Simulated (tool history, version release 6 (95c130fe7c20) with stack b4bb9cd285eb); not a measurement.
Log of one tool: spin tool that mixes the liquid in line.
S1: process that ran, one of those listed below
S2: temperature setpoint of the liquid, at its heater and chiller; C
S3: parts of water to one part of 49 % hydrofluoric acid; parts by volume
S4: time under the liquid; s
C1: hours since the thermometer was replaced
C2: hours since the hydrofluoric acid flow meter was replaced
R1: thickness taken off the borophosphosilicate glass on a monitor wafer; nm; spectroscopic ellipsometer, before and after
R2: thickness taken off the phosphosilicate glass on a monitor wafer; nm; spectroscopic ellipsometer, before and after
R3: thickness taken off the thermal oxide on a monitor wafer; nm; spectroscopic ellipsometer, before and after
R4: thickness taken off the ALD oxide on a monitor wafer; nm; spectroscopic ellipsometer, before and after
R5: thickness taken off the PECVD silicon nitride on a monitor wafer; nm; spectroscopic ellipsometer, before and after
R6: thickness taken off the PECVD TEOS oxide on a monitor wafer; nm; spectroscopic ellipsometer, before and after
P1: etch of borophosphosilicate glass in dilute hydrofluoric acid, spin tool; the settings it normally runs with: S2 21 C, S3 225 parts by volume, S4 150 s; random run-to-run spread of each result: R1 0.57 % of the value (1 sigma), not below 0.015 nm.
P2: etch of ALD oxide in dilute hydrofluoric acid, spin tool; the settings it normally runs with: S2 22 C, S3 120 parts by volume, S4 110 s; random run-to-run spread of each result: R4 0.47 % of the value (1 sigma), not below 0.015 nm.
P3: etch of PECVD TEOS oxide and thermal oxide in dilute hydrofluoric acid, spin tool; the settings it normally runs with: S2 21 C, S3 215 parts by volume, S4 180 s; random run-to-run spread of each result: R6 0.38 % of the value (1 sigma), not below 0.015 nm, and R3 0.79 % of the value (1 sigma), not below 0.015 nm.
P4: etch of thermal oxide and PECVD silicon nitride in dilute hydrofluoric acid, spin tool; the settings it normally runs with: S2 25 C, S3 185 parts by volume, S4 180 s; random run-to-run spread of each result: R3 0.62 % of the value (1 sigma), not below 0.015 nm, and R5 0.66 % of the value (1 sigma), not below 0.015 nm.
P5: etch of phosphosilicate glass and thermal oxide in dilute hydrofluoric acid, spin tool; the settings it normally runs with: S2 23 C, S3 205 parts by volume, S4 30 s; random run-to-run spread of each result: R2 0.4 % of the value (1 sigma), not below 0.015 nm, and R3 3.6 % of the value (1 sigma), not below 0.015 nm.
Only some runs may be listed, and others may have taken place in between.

Run 1, hour 4: S1 P1, S2 21 C, S3 225 parts by volume, S4 150 s; C1 1615.4; C2 176.8. Result: R1 22.989 nm.
Run 2, hour 9.9: S1 P5, S2 23 C, S3 205 parts by volume, S4 45 s; C1 1621.3; C2 182.7. Result: R2 20.703 nm, R3 0.97752 nm.
Run 3, hour 13.8: S1 P5, S2 23 C, S3 205 parts by volume, S4 30 s; C1 1625.2; C2 186.6. Result: R2 13.93 nm, R3 0.59638 nm.
Run 4, hour 18: S1 P2, S2 22 C, S3 120 parts by volume, S4 110 s; C1 1629.4; C2 190.8. Result: R4 19.718 nm.
Run 5, hour 22.2: S1 P1, S2 21 C, S3 225 parts by volume, S4 150 s; C1 1633.6; C2 195. Result: R1 23.072 nm.
Run 6, hour 28.9: S1 P4, S2 25 C, S3 185 parts by volume, S4 180 s; C1 1640.3; C2 201.7. Result: R3 4.1068 nm, R5 3.7003 nm.
Run 7, hour 33.7: S1 P3, S2 21 C, S3 70 parts by volume, S4 180 s; C1 1645.1; C2 206.5. Result: R3 11.189 nm, R6 44.996 nm.
Run 8, hour 38.4: S1 P2, S2 29.5 C, S3 120 parts by volume, S4 110 s; C1 1649.8; C2 211.2. Result: R4 25.906 nm.
Run 9, hour 46.6: S1 P5, S2 23 C, S3 105 parts by volume, S4 30 s; C1 1658; C2 219.4. Result: R2 30.075 nm, R3 1.4061 nm.
Run 10, hour 50.3: S1 P4, S2 25 C, S3 300 parts by volume, S4 180 s; C1 1661.7; C2 223.1. Result: R3 2.2608 nm, R5 2.292 nm.
Run 11, hour 58.9: S1 P1, S2 21 C, S3 225 parts by volume, S4 150 s; C1 1670.3; C2 231.7. Result: R1 22.66 nm.
Run 12, hour 65.2: S1 P3, S2 21 C, S3 215 parts by volume, S4 180 s; C1 1676.6; C2 238. Result: R3 3.1563 nm, R6 12.344 nm.
Run 13, hour 70.1: S1 P5, S2 23 C, S3 205 parts by volume, S4 30 s; C1 1681.5; C2 242.9. Result: R2 13.835 nm, R3 0.59417 nm.
Run 14, hour 77: S1 P4, S2 25 C, S3 185 parts by volume, S4 325 s; C1 1688.4; C2 249.8. Result: R3 7.4281 nm, R5 6.7228 nm.
Run 15, hour 81: S1 P3, S2 21 C, S3 215 parts by volume, S4 180 s; C1 1692.4; C2 253.8. Result: R3 3.1544 nm, R6 12.5 nm.
Run 16, hour 88.2: S1 P4, S2 25 C, S3 185 parts by volume, S4 180 s; C1 1699.6; C2 261. Result: R3 4.1604 nm, R5 3.7308 nm.
Run 17, hour 92.4: S1 P1, S2 17 C, S3 225 parts by volume, S4 150 s; C1 1703.8; C2 265.2. Result: R1 19.718 nm.
Run 18, hour 99.4: S1 P1, S2 28 C, S3 225 parts by volume, S4 270 s; C1 1710.8; C2 272.2. Result: R1 53.59 nm.
Run 19, hour 104.8: S1 P3, S2 21 C, S3 215 parts by volume, S4 20 s; C1 1716.2; C2 277.6. Result: R3 0.3457 nm, R6 1.3784 nm.
Run 20, hour 112.2: S1 P1, S2 21 C, S3 225 parts by volume, S4 40 s; C1 1723.6; C2 285. Result: R1 6.142 nm.
Run 21, hour 119.5: S1 P1, S2 21 C, S3 75 parts by volume, S4 150 s; C1 1730.9; C2 292.3. Result: R1 81.021 nm.
Run 22, hour 127.4: S1 P1, S2 21 C, S3 60 parts by volume, S4 260 s; C1 1738.8; C2 300.2. Result: R1 178.88 nm.
Run 23, hour 134.3: S1 P1, S2 21 C, S3 225 parts by volume, S4 150 s; C1 1745.7; C2 307.1. Result: R1 22.893 nm.
Run 24, hour 139.2: S1 P1, S2 21 C, S3 385 parts by volume, S4 150 s; C1 1750.6; C2 312. Result: R1 11.609 nm.
Run 25, hour 146.1: S1 P2, S2 22 C, S3 75 parts by volume, S4 110 s; C1 1757.5; C2 318.9. Result: R4 33.2 nm.
Run 26, hour 153.6: S1 P1, S2 21 C, S3 225 parts by volume, S4 225 s; C1 1765; C2 326.4. Result: R1 34.696 nm.

Forecast run 27:
Run 27, hour 158.5: S1 P5, S2 18 C, S3 205 parts by volume, S4 30 s; C1 1769.9; C2 331.3. Result: R2 ?, R3 ?.

{"run 27": {"R2": 11.395, "R3": 0.5403}}

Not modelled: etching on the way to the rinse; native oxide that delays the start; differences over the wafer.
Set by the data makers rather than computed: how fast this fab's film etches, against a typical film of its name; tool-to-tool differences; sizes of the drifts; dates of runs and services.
